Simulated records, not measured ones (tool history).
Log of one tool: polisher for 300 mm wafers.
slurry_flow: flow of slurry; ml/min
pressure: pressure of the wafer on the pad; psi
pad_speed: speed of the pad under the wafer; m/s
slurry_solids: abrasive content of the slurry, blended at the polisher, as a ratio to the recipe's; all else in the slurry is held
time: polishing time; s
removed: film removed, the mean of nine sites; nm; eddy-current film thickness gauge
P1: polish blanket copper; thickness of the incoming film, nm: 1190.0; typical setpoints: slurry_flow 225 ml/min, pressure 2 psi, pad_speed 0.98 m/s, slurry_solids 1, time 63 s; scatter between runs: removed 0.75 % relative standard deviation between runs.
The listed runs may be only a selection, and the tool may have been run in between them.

run   hour  slurry_flow  pressure  pad_speed  slurry_solids  time  wafers polished on this pad  hours since the slurry nozzle was cleaned  hours since the head pressure was calibrated  hours since the slurry blender was calibrated  removed
  1   11.7          225         2       0.98              1    63                          877                                      136.1                                         221.9                                           37.8    112.3
  2   21.1          225         2       0.98              1    63                          941                                      145.5                                         231.3                                           47.2   112.13
  3   27.8          225         2       0.98              1    63                          986                                      152.2                                           238                                           53.9   112.31
  4   40.1          225         2       1.54              1    63                         1070                                      164.5                                         250.3                                           66.2   175.24
  5   51.9          225         2       0.98              1    30                         1150                                      176.3                                         262.1                                             78   53.592
  6   59.6          225         2       0.98              1    63                         1202                                        184                                         269.8                                           85.7   111.01
      66.6  -- head pressure recalibrated
  7   73.5          320         2       0.98              1    47                         1297                                      197.9                                           6.9                                           99.6   86.867
  8   87.4          330       2.9       0.98              1    63                         1391                                      211.8                                          20.8                                          113.5   167.55
  9   97.9          225       2.5       0.68              1    63                         1462                                      222.3                                          31.3                                            124   97.515
 10  112.4          225         2       0.98            1.4    63                         1561                                      236.8                                          45.8                                          138.5   121.85
 11  120.5          225         2       0.98              1    63                         1616                                      244.9                                          53.9                                          146.6   113.05
 12  134.4          225       3.1       0.98              1    63                         1710                                      258.8                                          67.8                                          160.5   172.27
 13  148.3          335         2       0.98              1    63                         1804                                      272.7                                          81.7                                          174.4   115.71
     150.5  -- slurry blender recalibrated
 14  157.5          225         2       0.98            0.6    63                         1867                                      281.9                                          90.9                                              7   99.948
 15  169.3          135         2       0.98              1    63                         1947                                      293.7                                         102.7                                           18.8   103.26
 16  180.2          225         2        0.6              1    63                         2021                                      304.6                                         113.6                                           29.7   68.187
 17    188          225         2       0.98              1    80                         2074                                      312.4                                         121.4                                           37.5   140.76
 18  198.9          225       1.4       0.98              1    63                         2148                                      323.3                                         132.3                                           48.4   77.413
 19  208.2          225         2       0.98              1    63                         2211                                      332.6                                         141.6                                           57.7   112.65
 20  217.9          225         2       0.98              1    63                         2277                                      342.3                                         151.3                                           67.4   108.97
 21  228.1          225         2       0.98              1    63                         2346                                      352.5                                         161.5                                           77.6   106.82
 22  241.6          225         2       0.98              1    63                         2438                                        366                                           175                                           91.1   107.51
 23  250.3          225         2       0.98              1    63                         2497                                      374.7                                         183.7                                           99.8   106.52
 24    258          225         2       0.98              1    63                         2549                                      382.4                                         191.4                                          107.5   106.68
     263.9  -- worn pad replaced by a new one
     268.7  -- head pressure recalibrated
 25  271.7          225         2       0.98              1    63                           53                                      396.1                                           3.1                                          121.2   106.22
 26  279.1          225         2       0.98              1    63                          103                                      403.5                                          10.5                                          128.6   105.66
 27  289.6          225         2       0.98              1    63                          174                                        414                                            21                                          139.1   105.08
 28  297.9          225         2       0.98              1    63                          231                                      422.3                                          29.3                                          147.4   105.76
 29  307.6          225         2       0.98              1    63                          297                                        432                                            39                                          157.1   104.89
 30  319.2          225         2       0.98              1    63                          375                                      443.6                                          50.6                                          168.7   105.49

The output of P1 has drifted from where it used to be. Each of the 2 causes below, taken at the size shown beside it, accounts for the log equally well:
A: slurry flow missing at the pad, % = 34.6
B: abrasive missing from the slurry, % = 25.3
The onset of the drift is placed at about hour 208.2.
Each remaining cause and why it is not a fit:
removal rate lost through wear of the pad, %: serviced after onset, at hour 263.9, with no recovery of the prior output
head's pressure below its setpoint, %: serviced after onset, at hour 268.7, with no recovery of the prior output

Of the 4 check runs below, each run on 2 wafers with the results averaged and each result still a question mark, which one would tell the listed causes apart?
check 1  330.8          270         2       1.52              1    63                                                                                                                                                                             ?
check 2  330.8          225         2       1.34              1    44                                                                                                                                                                             ?
check 3  330.8          225       3.1       0.98           0.65    63                                                                                                                                                                             ?
check 4  330.8          135         2       0.98            0.6    63                                                                                                                                                                             ?

What every check run would give for each of its results, assuming each possible cause in turn:
  check   result    if A    if B
check 1  removed  168.07  166.44
check 2  removed  100.49  100.48
check 3  removed  149.08  149.56
check 4  removed  84.483  87.962
Distance between the nearest two causes, measured in the result of the check that separates them most: check 1 0.97 %; check 2 0.01 %; check 3 0.32 %; check 4 4.03 %
Of the check runs offered, only check 4 discriminates between the causes; the rest would read about the same regardless of which cause applies.

Here is what check 4 returned: removed 87.801 nm. Which cause is it?

It is B: abrasive missing from the slurry, %.
